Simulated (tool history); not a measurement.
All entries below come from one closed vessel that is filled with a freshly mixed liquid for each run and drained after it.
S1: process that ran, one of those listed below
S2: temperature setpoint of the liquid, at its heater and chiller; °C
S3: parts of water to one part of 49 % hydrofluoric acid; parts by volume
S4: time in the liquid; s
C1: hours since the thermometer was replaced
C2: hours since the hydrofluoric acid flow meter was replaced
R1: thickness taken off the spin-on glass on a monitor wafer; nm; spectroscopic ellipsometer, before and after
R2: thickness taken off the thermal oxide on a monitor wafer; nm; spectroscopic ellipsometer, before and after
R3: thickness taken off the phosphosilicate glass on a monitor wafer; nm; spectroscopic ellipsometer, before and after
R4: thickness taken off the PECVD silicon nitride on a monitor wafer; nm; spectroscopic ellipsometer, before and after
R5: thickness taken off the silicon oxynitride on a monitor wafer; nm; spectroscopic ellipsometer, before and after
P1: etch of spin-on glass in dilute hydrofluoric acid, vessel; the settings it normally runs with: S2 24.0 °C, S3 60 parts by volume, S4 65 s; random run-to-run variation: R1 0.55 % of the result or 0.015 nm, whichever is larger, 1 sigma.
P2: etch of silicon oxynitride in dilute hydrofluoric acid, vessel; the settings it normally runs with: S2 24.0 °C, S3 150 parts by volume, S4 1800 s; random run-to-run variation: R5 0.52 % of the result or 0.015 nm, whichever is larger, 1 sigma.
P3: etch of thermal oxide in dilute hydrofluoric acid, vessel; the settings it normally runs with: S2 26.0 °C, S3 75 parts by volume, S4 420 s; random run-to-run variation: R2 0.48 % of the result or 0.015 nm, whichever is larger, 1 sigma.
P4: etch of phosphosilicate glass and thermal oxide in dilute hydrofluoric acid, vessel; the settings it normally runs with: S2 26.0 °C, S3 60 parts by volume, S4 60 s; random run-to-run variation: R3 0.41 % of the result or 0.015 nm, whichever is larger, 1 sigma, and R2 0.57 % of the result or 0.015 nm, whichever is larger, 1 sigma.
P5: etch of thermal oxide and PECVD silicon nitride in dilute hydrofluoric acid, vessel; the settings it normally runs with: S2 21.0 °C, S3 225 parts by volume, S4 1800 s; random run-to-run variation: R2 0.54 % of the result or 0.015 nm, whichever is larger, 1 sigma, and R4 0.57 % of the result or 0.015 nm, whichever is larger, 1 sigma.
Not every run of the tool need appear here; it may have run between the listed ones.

run   hour  S1    S2   S3    S4     C1     C2       R1         R2       R3       R4       R5
  1    7.4  P1  24.0   60    65  307.4  311.9   51.052
  2   14.0  P3  19.5   75   420  314.0  318.5            21.76500
  3   27.3  P4  26.0   60   110  327.3  331.8             9.36840  167.570
  4   40.8  P3  26.0   75   420  340.8  345.3            27.94600
  5   53.4  P4  26.0   60    60  353.4  357.9             5.17010   91.363
  6   59.9  P5  21.0  225    35  359.9  364.4             0.54337             0.504
  7   67.3  P1  24.0   60    65  367.3  371.8   51.647
  8   75.0  P3  26.0   75   200  375.0  379.5            13.35800
  9   86.6  P2  24.0  150  1000  386.6  391.1                                         9.3645
 10   95.9  P1  24.0   60    65  395.9  400.4   50.857
 11  103.6  P1  24.0   60    65  403.6  408.1   51.108
 12  116.2  P1  17.0   60    65  416.2  420.7   38.055
 13  129.1  P4  26.0  110    60  429.1  433.6             2.59580   46.319
 14  135.6  P1  24.0   90    30  435.6  440.1   15.343
 15  145.8  P3  26.0   75   420  445.8  450.3            28.41800
 16  154.4  P4  34.0   60    60  454.4  458.9             6.97850  124.370
 17  164.1  P5  21.0  225  1800  464.1  468.6            28.41900            26.291
 18  175.6  P5  21.0   50  1800  475.6  480.1           154.65000           114.470
 19  187.2  P1  17.0   85    65  487.2  491.7   26.040
 20  200.0  P1  30.0   25    65  500.0  504.5  165.670
 21  212.4  P1  24.0   85    65  512.4  516.9   35.309
 22  221.0  P1  24.0   20    65  521.0  525.5  160.660
 23  234.7  P1  24.0   60   120  534.7  539.2   94.553
 24  245.0  P2  24.0  150  1800  545.0  549.5                                        16.8760
 25  258.6  P1  31.5   60    65  558.6  563.1   68.985
 26  267.8  P2  24.0   45  1800  567.8  572.3                                        61.1090
     277.8  -- thermometer replaced
 27  278.1  P5  21.0  225  1800    0.4  582.6            28.14000            26.419
 28  285.7  P3  26.0  120   420    8.0  590.2            16.64600
 29  292.1  P2  17.0  150  1800   14.4  596.6                                        12.0500
 30  305.7  P1  24.0   60    30   28.0  610.2   23.799
 31  318.4  P1  24.0   60    65   40.7  622.9   51.392
 32  329.8  P1  24.0   60    65   52.1  634.3   51.440
 33  339.5  P5  17.0  225  1800   61.8  644.0            24.19800            20.267
 34  351.1  P1  24.0   60    65   73.4  655.6   51.446
 35  361.5  P1  24.0   60    65   83.8  666.0   49.438
 36  372.1  P1  24.0   60    65   94.4  676.6   48.681
 37  384.6  P1  24.0   60    65  106.9  689.1   47.534
 38  391.8  P1  24.0   60    65  114.1  696.3   47.496
 39  398.8  P1  24.0   60    65  121.1  703.3   46.316
 40  411.0  P1  24.0   60    65  133.3  715.5   46.958
 41  423.5  P1  24.0   60    65  145.8  728.0   46.793
 42  432.6  P1  24.0   60    65  154.9  737.1   46.552
 43  442.4  P1  24.0   60    65  164.7  746.9   46.918
 44  452.1  P1  24.0   60    65  174.4  756.6   45.983

Something has made what P1 gives creep away from where it was; the 2 causes below, each at its own stated size, fit the log equally well:
A: hydrofluoric acid flow below the setpoint (%) = 8.89
B: liquid colder than its thermometer reads (K) = 2.45
Creep in the process output first set in at about hour 351.1.

Which of the 4 check runs listed below separates the causes, so that each cause would produce a clearly different result? Each run uses one wafer, and its results are marked with question marks.
check 1  461.8  P3  26.0   75   420               ?
check 2  461.8  P5  21.0  225  1800               ?       ?
check 3  461.8  P2  24.0  150  1800                           ?
check 4  461.8  P4  26.0   60    60               ?   ?

If the cause were each of the candidates in turn, the checks would give the following:
  check  result      if A      if B
check 1      R2  25.42800  25.54600
check 2      R2  25.22200  25.75300
check 2      R4    24.094    22.486
check 3      R5   15.1320   14.9950
check 4      R2   4.64310   4.65060
check 4      R3    82.492    82.626
Per-check spread between the two closest causes, in the result where they differ most: check 1 0.46 %; check 2 6.9 %; check 3 0.91 %; check 4 0.16 %
The other checks would show nearly matching results whichever cause is true, so check 2 is the only one that separates the causes.

Then check 2 was run and gave: R2 25.71800 nm; R4 22.594 nm. Which cause is it?

It was cause B: liquid colder than its thermometer reads (K).
